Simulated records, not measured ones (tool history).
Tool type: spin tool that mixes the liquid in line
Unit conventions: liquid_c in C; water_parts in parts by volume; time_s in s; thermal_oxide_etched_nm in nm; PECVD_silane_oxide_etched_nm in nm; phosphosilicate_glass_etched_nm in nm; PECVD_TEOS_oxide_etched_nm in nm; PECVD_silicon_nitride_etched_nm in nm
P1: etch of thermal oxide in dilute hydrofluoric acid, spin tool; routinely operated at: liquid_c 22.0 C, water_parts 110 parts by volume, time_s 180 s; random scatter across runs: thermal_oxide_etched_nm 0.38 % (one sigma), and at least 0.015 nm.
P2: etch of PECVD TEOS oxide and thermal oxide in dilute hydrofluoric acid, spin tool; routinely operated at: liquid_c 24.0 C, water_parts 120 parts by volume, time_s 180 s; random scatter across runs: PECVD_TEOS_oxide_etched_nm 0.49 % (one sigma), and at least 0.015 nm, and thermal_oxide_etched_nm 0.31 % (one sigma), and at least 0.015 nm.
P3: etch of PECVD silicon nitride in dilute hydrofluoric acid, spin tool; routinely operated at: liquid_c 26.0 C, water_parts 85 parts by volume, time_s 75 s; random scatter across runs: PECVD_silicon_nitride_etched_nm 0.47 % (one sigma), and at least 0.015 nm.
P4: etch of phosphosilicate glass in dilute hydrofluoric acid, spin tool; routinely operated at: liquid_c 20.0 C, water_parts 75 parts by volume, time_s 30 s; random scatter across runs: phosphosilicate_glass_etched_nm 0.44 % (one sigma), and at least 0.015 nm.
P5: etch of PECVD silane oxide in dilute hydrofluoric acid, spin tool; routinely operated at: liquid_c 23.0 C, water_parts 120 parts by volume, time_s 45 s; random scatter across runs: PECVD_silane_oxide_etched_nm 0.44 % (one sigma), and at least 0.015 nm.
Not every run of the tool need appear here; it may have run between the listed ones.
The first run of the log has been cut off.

| run | day | process | liquid_c | water_parts | time_s | hours since the thermometer was replaced | hours since the hydrofluoric acid flow meter was replaced | thermal_oxide_etched_nm | PECVD_silane_oxide_etched_nm | phosphosilicate_glass_etched_nm | PECVD_TEOS_oxide_etched_nm | PECVD_silicon_nitride_etched_nm |
|---|---|---|---|---|---|---|---|---|---|---|---|---|
| 2 | 0.233 | P5 | 23.0 | 120 | 65 | 1115.4 | 189.6 |  | 12.5900 |  |  |  |
| 3 | 0.367 | P1 | 22.0 | 110 | 180 | 1118.6 | 192.8 | 7.3504 |  |  |  |  |
| 4 | 0.504 | P1 | 22.0 | 190 | 180 | 1121.9 | 196.1 | 3.9240 |  |  |  |  |
| 5 | 0.600 | P5 | 17.0 | 120 | 45 | 1124.2 | 198.4 |  | 6.9427 |  |  |  |
| 6 | 0.729 | P4 | 20.0 | 75 | 15 | 1127.3 | 201.5 |  |  | 22.638 |  |  |
| 7 | 0.825 | P1 | 17.0 | 50 | 180 | 1129.6 | 203.8 | 13.9850 |  |  |  |  |
| 8 | 0.904 | P2 | 19.5 | 120 | 180 | 1131.5 | 205.7 | 5.8397 |  |  | 17.6530 |  |
| 9 | 0.996 | P3 | 19.5 | 85 | 75 | 1133.7 | 207.9 |  |  |  |  | 3.5056 |
| 10 | 1.142 | P3 | 26.0 | 85 | 75 | 1137.2 | 211.4 |  |  |  |  | 5.5171 |
| 11 | 1.242 | P1 | 22.0 | 110 | 180 | 1139.6 | 213.8 | 7.3214 |  |  |  |  |
| 12 | 1.362 | P1 | 22.0 | 110 | 180 | 1142.5 | 216.7 | 7.3428 |  |  |  |  |
| 13 | 1.475 | P1 | 28.0 | 200 | 180 | 1145.2 | 219.4 | 4.5715 |  |  |  |  |
| 14 | 1.658 | P1 | 17.0 | 110 | 180 | 1149.6 | 223.8 | 5.9489 |  |  |  |  |
| 15 | 1.842 | P2 | 24.0 | 120 | 35 | 1154.0 | 228.2 | 1.3667 |  |  | 4.1113 |  |
| 16 | 1.933 | P3 | 26.0 | 20 | 75 | 1156.2 | 230.4 |  |  |  |  | 22.1890 |
| 17 | 2.054 | P3 | 26.0 | 85 | 30 | 1159.1 | 233.3 |  |  |  |  | 2.1942 |
| 18 | 2.238 | P5 | 23.0 | 45 | 45 | 1163.5 | 237.7 |  | 25.5990 |  |  |  |
| 19 | 2.379 | P1 | 22.0 | 110 | 180 | 1166.9 | 241.1 | 7.3168 |  |  |  |  |
| 20 | 2.462 | P1 | 27.5 | 110 | 180 | 1168.9 | 243.1 | 9.0934 |  |  |  |  |
| 21 | 2.592 | P5 | 23.0 | 120 | 45 | 1172.0 | 246.2 |  | 8.8155 |  |  |  |
| 22 | 2.700 | P1 | 22.0 | 65 | 180 | 1174.6 | 248.8 | 12.9920 |  |  |  |  |
| 23 | 2.842 | P5 | 23.0 | 120 | 45 | 1178.0 | 252.2 |  | 8.8012 |  |  |  |

For run 24, what comes out?
| 24 | 3.021 | P4 | 20.0 | 75 | 30 | 1182.3 | 256.5 |  |  | ? |  |  |

Run 24 measured phosphosilicate_glass_etched_nm 45.257 nm.
